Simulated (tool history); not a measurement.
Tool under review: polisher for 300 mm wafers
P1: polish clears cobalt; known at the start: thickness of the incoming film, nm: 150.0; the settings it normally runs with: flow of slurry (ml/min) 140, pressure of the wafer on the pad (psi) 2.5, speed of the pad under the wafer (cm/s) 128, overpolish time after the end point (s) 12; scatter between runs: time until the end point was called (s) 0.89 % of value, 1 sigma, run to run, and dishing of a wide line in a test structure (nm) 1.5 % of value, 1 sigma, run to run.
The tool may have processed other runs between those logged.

run,hour,flow of slurry (ml/min),pressure of the wafer on the pad (psi),speed of the pad under the wafer (cm/s),overpolish time after the end point (s),wafers polished on this pad,hours since the slurry nozzle was cleaned,hours since the head pressure was calibrated,time until the end point was called (s),dishing of a wide line in a test structure (nm)
1,8,140,2.5,128,12,302,93.5,755.3,22.566,33.941
2,12.7,85,2.5,128,12,365,98.2,760,25.209,32.922
3,16.9,140,1.4,128,6,422,102.4,764.2,40.02,17.039
4,24.2,140,2.5,94,12,521,109.7,771.5,30.806,29.986
5,30.7,140,2.5,128,12,609,116.2,778,22.801,33.085
6,38.1,140,2.5,128,12,709,123.6,785.4,22.513,34.105
7,41.9,140,1.1,128,12,760,127.4,789.2,51.749,22.721
8,46.9,140,2.5,128,12,827,132.4,794.2,22.319,33.963
9,52.1,140,2.5,128,23,898,137.6,799.4,22.601,38.006
10,57.1,140,1.6,128,19,965,142.6,804.4,35.717,34.074
11,61.2,140,2.5,128,12,1021,146.7,808.5,22.527,32.125
12,66.9,140,2.5,200,12,1098,152.4,814.2,14.567,36.374
13,73.3,140,2.5,128,4,1184,158.8,820.6,22.635,19.238
14,79.5,140,3.4,128,12,1268,165,826.8,16.719,36.726
15,85.8,210,2.5,128,12,1353,171.3,833.1,20.791,33.854
16,92.3,140,2.5,128,12,1441,177.8,839.6,22.96,33.776
17,98,140,2.5,128,12,1518,183.5,845.3,23.363,32.811
18,101.6,140,2.5,128,12,1566,187.1,848.9,23.362,32.915
19,108.3,140,2.5,128,12,1657,193.8,855.6,23.908,32.1
20,115.2,140,2.5,128,12,1750,200.7,862.5,23.91,32.675
21,121.1,140,2.5,128,12,1830,206.6,868.4,24.097,32.945
22,125,140,2.5,128,12,1882,210.5,872.3,24.413,32.295
# hour 125.8: head pressure recalibrated
23,130.3,140,2.5,128,12,1954,215.8,4.6,24.309,31.432
24,138.3,140,2.5,128,12,2062,223.8,12.6,24.022,32.797

What P1 gives has crept away from where it was. These 2 causes fit the log equally well, each at the size given:
A: slurry flow missing at the pad, % = 29.1
B: removal rate lost through wear of the pad, % = 7.15
Creep in the process output first set in at about hour 92.3.
All other causes, with the reason each is excluded:
head's pressure below its setpoint, %: serviced after onset, at hour 125.8, with no recovery of the prior output

The list below offers 4 check runs, each averaging the results of 5 wafers, and shows each result as a question mark. For which of them would the listed causes give clearly different results?
check 1,146.3,90,2.5,128,4,,,,?,?
check 2,146.3,140,3.3,128,21,,,,?,?
check 3,146.3,140,1.1,128,12,,,,?,?
check 4,146.3,140,2.5,196,12,,,,?,?

What every check run would give for each of its results, assuming each possible cause in turn:
check,result,if A,if B
check 1,time until the end point was called (s),27.906,26.946
check 1,dishing of a wide line in a test structure (nm),16.391,16.823
check 2,time until the end point was called (s),18.474,18.471
check 2,dishing of a wide line in a test structure (nm),37.779,37.779
check 3,time until the end point was called (s),55.421,55.414
check 3,dishing of a wide line in a test structure (nm),21.926,21.928
check 4,time until the end point was called (s),15.925,15.923
check 4,dishing of a wide line in a test structure (nm),36.182,36.183
Per-check spread between the two closest causes, in the result where they differ most: check 1 3.5 %; check 2 0.01 %; check 3 0.01 %; check 4 0.01 %
The causes can be told apart only by check 1. The other checks would give nearly the same results under each of them.

The results of check 1 are: time until the end point was called (s) 27.925; dishing of a wide line in a test structure (nm) 16.481. Based on these, which of the listed causes is it?

It is A: slurry flow missing at the pad, %.
